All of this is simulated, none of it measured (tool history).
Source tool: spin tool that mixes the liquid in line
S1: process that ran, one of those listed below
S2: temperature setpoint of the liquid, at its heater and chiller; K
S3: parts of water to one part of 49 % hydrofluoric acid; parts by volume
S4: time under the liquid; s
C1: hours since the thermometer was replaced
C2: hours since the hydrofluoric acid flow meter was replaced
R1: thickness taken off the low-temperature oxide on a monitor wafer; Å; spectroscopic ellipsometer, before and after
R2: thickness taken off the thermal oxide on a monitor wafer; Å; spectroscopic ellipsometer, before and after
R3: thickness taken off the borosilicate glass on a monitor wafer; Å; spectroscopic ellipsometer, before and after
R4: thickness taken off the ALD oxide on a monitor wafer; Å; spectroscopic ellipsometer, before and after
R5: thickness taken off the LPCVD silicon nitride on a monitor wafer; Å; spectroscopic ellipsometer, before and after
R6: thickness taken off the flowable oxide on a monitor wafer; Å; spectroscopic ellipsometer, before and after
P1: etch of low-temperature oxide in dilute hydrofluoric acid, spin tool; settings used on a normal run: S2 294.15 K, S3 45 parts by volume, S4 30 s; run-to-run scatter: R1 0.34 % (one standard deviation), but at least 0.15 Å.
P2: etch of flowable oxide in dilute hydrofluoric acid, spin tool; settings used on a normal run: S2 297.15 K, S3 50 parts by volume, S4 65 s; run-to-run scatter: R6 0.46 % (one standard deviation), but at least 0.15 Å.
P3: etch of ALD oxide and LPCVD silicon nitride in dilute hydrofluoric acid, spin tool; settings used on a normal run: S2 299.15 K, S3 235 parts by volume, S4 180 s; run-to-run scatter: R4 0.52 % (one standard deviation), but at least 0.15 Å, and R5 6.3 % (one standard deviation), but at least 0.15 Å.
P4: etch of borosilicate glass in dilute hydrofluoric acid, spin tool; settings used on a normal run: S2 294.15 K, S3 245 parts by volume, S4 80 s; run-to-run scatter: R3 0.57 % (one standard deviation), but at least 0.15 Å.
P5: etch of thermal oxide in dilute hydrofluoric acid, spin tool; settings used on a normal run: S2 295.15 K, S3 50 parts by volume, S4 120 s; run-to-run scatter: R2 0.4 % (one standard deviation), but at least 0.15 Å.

{"run": 1, "hour": 7.2, "S1": "P1", "S2": 294.15, "S3": 45, "S4": 30, "C1": 531.1, "C2": 1354.1, "R1": 170.22}
{"run": 2, "hour": 12.1, "S1": "P5", "S2": 301.15, "S3": 50, "S4": 120, "C1": 536.0, "C2": 1359.0, "R2": 146.35}
{"run": 3, "hour": 19.1, "S1": "P1", "S2": 294.15, "S3": 45, "S4": 45, "C1": 543.0, "C2": 1366.0, "R1": 256.27}
{"run": 4, "hour": 23.6, "S1": "P1", "S2": 294.15, "S3": 70, "S4": 30, "C1": 547.5, "C2": 1370.5, "R1": 106.01}
{"run": 5, "hour": 30.9, "S1": "P1", "S2": 294.15, "S3": 45, "S4": 30, "C1": 554.8, "C2": 1377.8, "R1": 170.96}
{"run": 6, "hour": 36.7, "S1": "P1", "S2": 290.15, "S3": 45, "S4": 30, "C1": 560.6, "C2": 1383.6, "R1": 143.9}
{"run": 7, "hour": 43.3, "S1": "P4", "S2": 300.65, "S3": 245, "S4": 80, "C1": 567.2, "C2": 1390.2, "R3": 145.02}
{"run": 8, "hour": 50.1, "S1": "P3", "S2": 299.15, "S3": 235, "S4": 180, "C1": 574.0, "C2": 1397.0, "R4": 216.68, "R5": 4.0841}
{"run": 9, "hour": 54.5, "S1": "P5", "S2": 295.15, "S3": 75, "S4": 120, "C1": 578.4, "C2": 1401.4, "R2": 74.206}
{"run": 10, "hour": 60.3, "S1": "P4", "S2": 294.15, "S3": 245, "S4": 80, "C1": 584.2, "C2": 1407.2, "R3": 112.1}
{"run": 11, "hour": 65.0, "S1": "P4", "S2": 294.15, "S3": 245, "S4": 80, "C1": 588.9, "C2": 1411.9, "R3": 112.96}
{"run": 12, "hour": 71.9, "S1": "P3", "S2": 299.15, "S3": 420, "S4": 180, "C1": 595.8, "C2": 1418.8, "R4": 101.49, "R5": 2.0519}
{"run": 13, "hour": 78.5, "S1": "P5", "S2": 295.15, "S3": 50, "S4": 120, "C1": 602.4, "C2": 1425.4, "R2": 115.37}
{"run": 14, "hour": 85.1, "S1": "P1", "S2": 299.15, "S3": 45, "S4": 30, "C1": 609.0, "C2": 1432.0, "R1": 210.83}
{"run": 15, "hour": 89.1, "S1": "P5", "S2": 295.15, "S3": 50, "S4": 40, "C1": 613.0, "C2": 1436.0, "R2": 38.071}
{"run": 16, "hour": 95.3, "S1": "P4", "S2": 294.15, "S3": 245, "S4": 25, "C1": 619.2, "C2": 1442.2, "R3": 35.685}
{"run": 17, "hour": 101.4, "S1": "P5", "S2": 295.15, "S3": 50, "S4": 120, "C1": 625.3, "C2": 1448.3, "R2": 115.03}
{"run": 18, "hour": 106.6, "S1": "P2", "S2": 297.15, "S3": 50, "S4": 65, "C1": 630.5, "C2": 1453.5, "R6": 314.38}
{"run": 19, "hour": 110.9, "S1": "P3", "S2": 299.15, "S3": 235, "S4": 330, "C1": 634.8, "C2": 1457.8, "R4": 396.22, "R5": 7.5611}
{"run": 20, "hour": 115.4, "S1": "P2", "S2": 297.15, "S3": 50, "S4": 15, "C1": 639.3, "C2": 1462.3, "R6": 73.138}
{"run": 21, "hour": 120.5, "S1": "P1", "S2": 294.15, "S3": 45, "S4": 30, "C1": 644.4, "C2": 1467.4, "R1": 172.76}
{"run": 22, "hour": 127.8, "S1": "P4", "S2": 294.15, "S3": 80, "S4": 80, "C1": 651.7, "C2": 1474.7, "R3": 412.53}
{"run": 23, "hour": 133.5, "S1": "P1", "S2": 294.15, "S3": 45, "S4": 15, "C1": 657.4, "C2": 1480.4, "R1": 86.084}
{"run": 24, "hour": 140.6, "S1": "P3", "S2": 306.15, "S3": 235, "S4": 180, "C1": 664.5, "C2": 1487.5, "R4": 275.56, "R5": 6.1248}
{"run": 25, "hour": 144.0, "S1": "P1", "S2": 294.15, "S3": 45, "S4": 30, "C1": 667.9, "C2": 1490.9, "R1": 171.69}
{"run": 26, "hour": 150.6, "S1": "P1", "S2": 299.15, "S3": 45, "S4": 15, "C1": 674.5, "C2": 1497.5, "R1": 105.37}
{"run": 27, "hour": 156.3, "S1": "P2", "S2": 290.15, "S3": 50, "S4": 65, "C1": 680.2, "C2": 1503.2, "R6": 237.07}
{"run": 28, "hour": 162.9, "S1": "P1", "S2": 294.15, "S3": 45, "S4": 30, "C1": 686.8, "C2": 1509.8, "R1": 171.54}
{"run": 29, "hour": 170.4, "S1": "P1", "S2": 294.15, "S3": 45, "S4": 30, "C1": 694.3, "C2": 1517.3, "R1": 170.48}
{"run": 30, "hour": 176.6, "S1": "P1", "S2": 291.15, "S3": 45, "S4": 60, "C1": 700.5, "C2": 1523.5, "R1": 302.54}
{"run": 31, "hour": 184.1, "S1": "P1", "S2": 294.15, "S3": 20, "S4": 30, "C1": 708.0, "C2": 1531.0, "R1": 398.95}
{"run": 32, "hour": 189.6, "S1": "P2", "S2": 297.15, "S3": 75, "S4": 65, "C1": 713.5, "C2": 1536.5, "R6": 203.67}
{"run": 33, "hour": 195.3, "S1": "P1", "S2": 294.15, "S3": 45, "S4": 30, "C1": 719.2, "C2": 1542.2, "R1": 171.12}
{"run": 34, "hour": 199.6, "S1": "P1", "S2": 294.15, "S3": 45, "S4": 30, "C1": 723.5, "C2": 1546.5, "R1": 168.09}
{"run": 35, "hour": 205.6, "S1": "P1", "S2": 294.15, "S3": 45, "S4": 30, "C1": 729.5, "C2": 1552.5, "R1": 163.75}
{"run": 36, "hour": 212.4, "S1": "P1", "S2": 294.15, "S3": 45, "S4": 30, "C1": 736.3, "C2": 1559.3, "R1": 161.49}
{"run": 37, "hour": 219.2, "S1": "P1", "S2": 294.15, "S3": 45, "S4": 30, "C1": 743.1, "C2": 1566.1, "R1": 159.66}
{"run": 38, "hour": 223.1, "S1": "P1", "S2": 294.15, "S3": 45, "S4": 30, "C1": 747.0, "C2": 1570.0, "R1": 159.17}
{"run": 39, "hour": 230.4, "S1": "P1", "S2": 294.15, "S3": 45, "S4": 30, "C1": 754.3, "C2": 1577.3, "R1": 157.87}
{"run": 40, "hour": 235.6, "S1": "P1", "S2": 294.15, "S3": 45, "S4": 30, "C1": 759.5, "C2": 1582.5, "R1": 157.33}
{"run": 41, "hour": 241.9, "S1": "P1", "S2": 294.15, "S3": 45, "S4": 30, "C1": 765.8, "C2": 1588.8, "R1": 157.13}
{"run": 42, "hour": 248.7, "S1": "P1", "S2": 294.15, "S3": 45, "S4": 30, "C1": 772.6, "C2": 1595.6, "R1": 156.95}
{"run": 43, "hour": 253.4, "S1": "P1", "S2": 294.15, "S3": 45, "S4": 30, "C1": 777.3, "C2": 1600.3, "R1": 156.42}
{"run": 44, "hour": 260.0, "S1": "P1", "S2": 294.15, "S3": 45, "S4": 30, "C1": 783.9, "C2": 1606.9, "R1": 156.77}

Compared with where it was, what P1 gives has crept away. Each cause listed below fits the log as well as the rest, at the size given for it:
A: liquid colder than its thermometer reads (K) = 2.07
B: hydrofluoric acid flow below the setpoint (%) = 7.99
The process output started creeping at around hour 195.3.

Which of the 4 check runs listed below separates the causes, so that each cause would produce a clearly different result? Each run uses one wafer, and its results are marked with question marks.
{"run": "check 1", "hour": 266.6, "S1": "P5", "S2": 295.15, "S3": 65, "S4": 70, "R2": "?"}
{"run": "check 2", "hour": 266.6, "S1": "P2", "S2": 290.15, "S3": 50, "S4": 20, "R6": "?"}
{"run": "check 3", "hour": 266.6, "S1": "P3", "S2": 303.15, "S3": 360, "S4": 180, "R4": "?", "R5": "?"}
{"run": "check 4", "hour": 266.6, "S1": "P4", "S2": 294.15, "S3": 125, "S4": 45, "R3": "?"}

Outcome of each check run for each possible cause:
check=check_1 result=R2 if_A=46.510 if_B=46.332
check=check_2 result=R6 if_A=66.071 if_B=66.249
check=check_3 result=R4 if_A=132.81 if_B=126.31
check=check_3 result=R5 if_A=3.1529 if_B=3.2547
check=check_4 result=R3 if_A=130.040 if_B=128.560
Per check, the gap between the least separated pair of causes, taken in the result that splits them most: check 1 0.38 %; check 2 0.27 %; check 3 5.02 %; check 4 1.14 %
Of the check runs offered, only check 3 discriminates between the causes; the rest would read about the same regardless of which cause applies.

Here is what check 3 returned: R4 126.17 Å; R5 3.6852 Å. Which cause is it?

It was cause B: hydrofluoric acid flow below the setpoint (%).

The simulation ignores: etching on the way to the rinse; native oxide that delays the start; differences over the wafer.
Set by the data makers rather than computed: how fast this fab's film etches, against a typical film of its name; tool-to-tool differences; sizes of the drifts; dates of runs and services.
